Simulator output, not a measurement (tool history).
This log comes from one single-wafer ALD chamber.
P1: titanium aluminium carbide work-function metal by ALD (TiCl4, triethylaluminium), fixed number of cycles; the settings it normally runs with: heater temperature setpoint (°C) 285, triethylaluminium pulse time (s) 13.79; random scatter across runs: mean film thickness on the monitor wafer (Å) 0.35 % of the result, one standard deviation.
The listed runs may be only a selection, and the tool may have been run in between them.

| run | hour | heater temperature setpoint (°C) | triethylaluminium pulse time (s) | mean film thickness on the monitor wafer (Å) |
|---|---|---|---|---|
| 1 | 4.6 | 285 | 13.79 | 19.237 |
| 2 | 10.2 | 271 | 5.57 | 15.478 |
| 3 | 18.3 | 262 | 13.79 | 17.19 |
| 4 | 26.6 | 285 | 13.79 | 19.183 |
| 5 | 34.5 | 309 | 13.79 | 21.4 |
| 6 | 43.2 | 285 | 13.79 | 19.283 |
| 7 | 48.5 | 285 | 21.85 | 19.472 |
| 8 | 55.7 | 302 | 21.29 | 20.927 |
| 9 | 60 | 285 | 13.79 | 19.189 |
| 10 | 68.1 | 285 | 6.08 | 16.984 |
| 11 | 76.5 | 285 | 13.79 | 19.328 |
| 12 | 84.4 | 262 | 21.59 | 17.385 |
| 13 | 91 | 285 | 13.79 | 19.243 |

The next listed run, before its measurement:
| 14 | 96.9 | 285 | 13.79 | ? |

Logged for run 14: mean film thickness on the monitor wafer (Å) 19.082.
